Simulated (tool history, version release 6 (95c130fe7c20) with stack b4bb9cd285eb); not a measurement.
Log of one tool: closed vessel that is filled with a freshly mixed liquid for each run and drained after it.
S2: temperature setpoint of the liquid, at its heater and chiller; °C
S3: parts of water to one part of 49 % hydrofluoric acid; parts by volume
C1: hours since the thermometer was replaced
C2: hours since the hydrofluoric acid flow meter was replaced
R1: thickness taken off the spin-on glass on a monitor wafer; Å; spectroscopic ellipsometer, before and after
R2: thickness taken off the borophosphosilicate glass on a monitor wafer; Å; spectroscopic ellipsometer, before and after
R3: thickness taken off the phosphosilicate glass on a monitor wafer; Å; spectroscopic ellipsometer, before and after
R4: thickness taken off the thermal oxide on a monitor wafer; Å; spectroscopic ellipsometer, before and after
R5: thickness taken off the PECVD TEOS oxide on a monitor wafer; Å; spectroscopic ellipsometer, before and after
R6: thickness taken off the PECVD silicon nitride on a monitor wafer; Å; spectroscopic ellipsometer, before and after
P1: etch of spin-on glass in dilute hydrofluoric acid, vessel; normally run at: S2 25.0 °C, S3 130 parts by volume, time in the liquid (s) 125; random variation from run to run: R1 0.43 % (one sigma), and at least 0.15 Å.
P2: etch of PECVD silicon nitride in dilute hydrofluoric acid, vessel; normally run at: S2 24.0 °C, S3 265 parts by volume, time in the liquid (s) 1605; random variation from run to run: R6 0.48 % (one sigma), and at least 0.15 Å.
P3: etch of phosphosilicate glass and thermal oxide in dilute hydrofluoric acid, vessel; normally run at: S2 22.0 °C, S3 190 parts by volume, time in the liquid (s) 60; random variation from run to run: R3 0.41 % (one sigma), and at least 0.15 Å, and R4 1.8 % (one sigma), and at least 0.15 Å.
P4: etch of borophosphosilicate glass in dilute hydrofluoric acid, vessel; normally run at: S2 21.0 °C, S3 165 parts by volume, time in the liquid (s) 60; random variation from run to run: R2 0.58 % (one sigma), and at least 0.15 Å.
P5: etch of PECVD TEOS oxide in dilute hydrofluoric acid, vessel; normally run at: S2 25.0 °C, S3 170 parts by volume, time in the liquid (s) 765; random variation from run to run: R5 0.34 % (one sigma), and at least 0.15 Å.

run 1 hour=3.2 | process_that_ran=P1 S2=25.0 S3=130 time_in_the_liquid_(s)=125 | C1=561.9 C2=1182.4 | R1=330.38
run 2 hour=6.7 | process_that_ran=P4 S2=17.0 S3=165 time_in_the_liquid_(s)=60 | C1=565.4 C2=1185.9 | R2=154.02
run 3 hour=10.9 | process_that_ran=P3 S2=17.0 S3=190 time_in_the_liquid_(s)=60 | C1=569.6 C2=1190.1 | R3=186.46 R4=9.8520
run 4 hour=14.8 | process_that_ran=P1 S2=25.0 S3=130 time_in_the_liquid_(s)=125 | C1=573.5 C2=1194.0 | R1=328.48
run 5 hour=17.3 | process_that_ran=P3 S2=22.0 S3=190 time_in_the_liquid_(s)=30 | C1=576.0 C2=1196.5 | R3=114.15 R4=5.9314
run 6 hour=22.1 | process_that_ran=P5 S2=25.0 S3=170 time_in_the_liquid_(s)=335 | C1=580.8 C2=1201.3 | R5=207.29
run 7 hour=26.2 | process_that_ran=P1 S2=29.0 S3=130 time_in_the_liquid_(s)=125 | C1=584.9 C2=1205.4 | R1=387.46
run 8 hour=31.3 | process_that_ran=P3 S2=22.0 S3=190 time_in_the_liquid_(s)=60 | C1=590.0 C2=1210.5 | R3=229.22 R4=11.8000
run 9 hour=35.0 | process_that_ran=P2 S2=24.0 S3=440 time_in_the_liquid_(s)=1605 | C1=593.7 C2=1214.2 | R6=208.65
run 10 hour=39.4 | process_that_ran=P4 S2=21.0 S3=55 time_in_the_liquid_(s)=60 | C1=598.1 C2=1218.6 | R2=613.98
run 11 hour=43.7 | process_that_ran=P5 S2=25.0 S3=280 time_in_the_liquid_(s)=765 | C1=602.4 C2=1222.9 | R5=256.00
run 12 hour=46.6 | process_that_ran=P2 S2=24.0 S3=265 time_in_the_liquid_(s)=1605 | C1=605.3 C2=1225.8 | R6=342.68
run 13 hour=50.6 | process_that_ran=P1 S2=25.0 S3=130 time_in_the_liquid_(s)=125 | C1=609.3 C2=1229.8 | R1=331.06
run 14 hour=55.5 | process_that_ran=P1 S2=25.0 S3=130 time_in_the_liquid_(s)=40 | C1=614.2 C2=1234.7 | R1=106.21
run 15 hour=58.5 | process_that_ran=P1 S2=25.0 S3=130 time_in_the_liquid_(s)=125 | C1=617.2 C2=1237.7 | R1=329.37
run 16 hour=62.7 | process_that_ran=P1 S2=25.0 S3=45 time_in_the_liquid_(s)=70 | C1=621.4 C2=1241.9 | R1=594.85
run 17 hour=66.3 | process_that_ran=P4 S2=21.0 S3=165 time_in_the_liquid_(s)=95 | C1=625.0 C2=1245.5 | R2=286.80
run 18 hour=71.6 | process_that_ran=P1 S2=18.5 S3=130 time_in_the_liquid_(s)=65 | C1=630.3 C2=1250.8 | R1=131.52
run 19 hour=74.6 | process_that_ran=P5 S2=25.0 S3=170 time_in_the_liquid_(s)=765 | C1=633.3 C2=1253.8 | R5=472.26
run 20 hour=78.2 | process_that_ran=P1 S2=25.0 S3=130 time_in_the_liquid_(s)=125 | C1=636.9 C2=1257.4 | R1=329.48
run 21 hour=82.4 | process_that_ran=P5 S2=19.0 S3=170 time_in_the_liquid_(s)=765 | C1=641.1 C2=1261.6 | R5=375.09
run 22 hour=86.1 | process_that_ran=P1 S2=25.0 S3=40 time_in_the_liquid_(s)=125 | C1=644.8 C2=1265.3 | R1=1212.50
run 23 hour=90.8 | process_that_ran=P3 S2=22.0 S3=90 time_in_the_liquid_(s)=60 | C1=649.5 C2=1270.0 | R3=538.41 R4=28.1910
run 24 hour=96.1 | process_that_ran=P4 S2=21.0 S3=165 time_in_the_liquid_(s)=60 | C1=654.8 C2=1275.3 | R2=178.41
run 25 hour=99.0 | process_that_ran=P1 S2=25.0 S3=130 time_in_the_liquid_(s)=250 | C1=657.7 C2=1278.2 | R1=659.06
run 26 hour=101.3 | process_that_ran=P2 S2=24.0 S3=265 time_in_the_liquid_(s)=3195 | C1=660.0 C2=1280.5 | R6=682.74
run 27 hour=104.4 | process_that_ran=P4 S2=21.0 S3=165 time_in_the_liquid_(s)=60 | C1=663.1 C2=1283.6 | R2=181.39
run 28 hour=107.1 | process_that_ran=P2 S2=28.5 S3=265 time_in_the_liquid_(s)=1605 | C1=665.8 C2=1286.3 | R6=451.81
run 29 hour=112.3 | process_that_ran=P1 S2=25.0 S3=70 time_in_the_liquid_(s)=45 | C1=671.0 C2=1291.5 | R1=239.09
run 30 hour=117.1 | process_that_ran=P1 S2=19.0 S3=130 time_in_the_liquid_(s)=125 | C1=675.8 C2=1296.3 | R1=257.87
run 31 hour=119.4 | process_that_ran=P1 S2=25.0 S3=180 time_in_the_liquid_(s)=125 | C1=678.1 C2=1298.6 | R1=224.41

Run 32 comes next. What will it give?
run 32 hour=121.8 | process_that_ran=P2 S2=24.0 S3=265 time_in_the_liquid_(s)=1605 | C1=680.5 C2=1301.0 | R6=?

Run 32 gave R6 344.22 Å.
